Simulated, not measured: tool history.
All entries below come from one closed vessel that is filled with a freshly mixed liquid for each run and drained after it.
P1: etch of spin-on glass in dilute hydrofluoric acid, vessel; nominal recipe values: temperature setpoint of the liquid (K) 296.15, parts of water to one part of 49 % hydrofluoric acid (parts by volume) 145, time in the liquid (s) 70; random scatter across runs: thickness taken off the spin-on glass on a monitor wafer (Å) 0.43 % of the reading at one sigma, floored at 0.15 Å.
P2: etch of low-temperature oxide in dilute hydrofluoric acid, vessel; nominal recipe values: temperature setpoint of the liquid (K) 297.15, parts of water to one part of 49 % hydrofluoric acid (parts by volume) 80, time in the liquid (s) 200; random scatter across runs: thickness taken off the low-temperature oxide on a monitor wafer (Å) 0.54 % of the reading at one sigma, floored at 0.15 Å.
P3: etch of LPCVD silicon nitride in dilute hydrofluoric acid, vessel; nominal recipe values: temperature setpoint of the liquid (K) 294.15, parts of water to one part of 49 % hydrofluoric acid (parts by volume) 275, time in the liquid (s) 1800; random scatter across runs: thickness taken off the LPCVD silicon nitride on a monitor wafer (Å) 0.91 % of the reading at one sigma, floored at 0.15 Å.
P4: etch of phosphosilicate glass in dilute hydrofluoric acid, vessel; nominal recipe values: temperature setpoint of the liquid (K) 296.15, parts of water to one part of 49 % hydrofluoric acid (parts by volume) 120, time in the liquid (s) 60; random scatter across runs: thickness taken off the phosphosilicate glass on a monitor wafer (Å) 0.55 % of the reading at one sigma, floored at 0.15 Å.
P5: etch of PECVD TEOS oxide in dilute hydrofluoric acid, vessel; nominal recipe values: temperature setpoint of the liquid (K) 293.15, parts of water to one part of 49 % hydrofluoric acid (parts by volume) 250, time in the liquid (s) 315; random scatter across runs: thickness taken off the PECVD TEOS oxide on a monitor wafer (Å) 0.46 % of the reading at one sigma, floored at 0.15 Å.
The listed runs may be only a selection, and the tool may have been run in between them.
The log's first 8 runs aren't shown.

run  hour  process that ran  temperature setpoint of the liquid (K)  parts of water to one part of 49 % hydrofluoric acid (parts by volume)  time in the liquid (s)  hours since the thermometer was replaced  hours since the hydrofluoric acid flow meter was replaced  thickness taken off the spin-on glass on a monitor wafer (Å)  thickness taken off the PECVD TEOS oxide on a monitor wafer (Å)  thickness taken off the LPCVD silicon nitride on a monitor wafer (Å)  thickness taken off the phosphosilicate glass on a monitor wafer (Å)  thickness taken off the low-temperature oxide on a monitor wafer (Å)
  9  40.1                P1                                  296.15                                                                     145                      70                                    1002.5                                                      392.2                                                        89.959
 10  45.5                P1                                  296.15                                                                      75                      70                                    1007.9                                                      397.6                                                        189.25
 11  50.5                P3                                  294.15                                                                      75                    1800                                    1012.9                                                      402.6                                                                                                                                                                                               92.903
 12  56.7                P5                                  293.15                                                                     250                     315                                    1019.1                                                      408.8                                                                                                                         217.38
 13  60.5                P2                                  297.15                                                                      80                      30                                    1022.9                                                      412.6                                                                                                                                                                                                                                                                                                                                           61.217
 14  66.9                P1                                  303.65                                                                      60                      70                                    1029.3                                                        419                                                        322.61
 15  70.3                P1                                  291.65                                                                     145                      70                                    1032.7                                                      422.4                                                        74.531
 16  73.4                P1                                  296.15                                                                     145                      70                                    1035.8                                                      425.5                                                        90.125
 17  76.9                P3                                  290.15                                                                     275                    1800                                    1039.3                                                        429                                                                                                                                                                                               20.213
 18  82.8                P4                                  296.15                                                                     120                      30                                    1045.2                                                      434.9                                                                                                                                                                                                                                                                     321.38
 19  88.3                P2                                  297.15                                                                      20                     200                                    1050.7                                                      440.4                                                                                                                                                                                                                                                                                                                                           1763.9
 20  92.3                P5                                  293.15                                                                     250                     315                                    1054.7                                                      444.4                                                                                                                         216.83
 21  98.3                P4                                  296.15                                                                      65                      60                                    1060.7                                                      450.4                                                                                                                                                                                                                                                                     1282.8

Run 22 is up next; what results do you expect?
 22  104.5                P1                                  290.15                                                                     145                     115                                    1066.9                                                      456.6                                                             ?

thickness taken off the spin-on glass on a monitor wafer (Å): 115.74
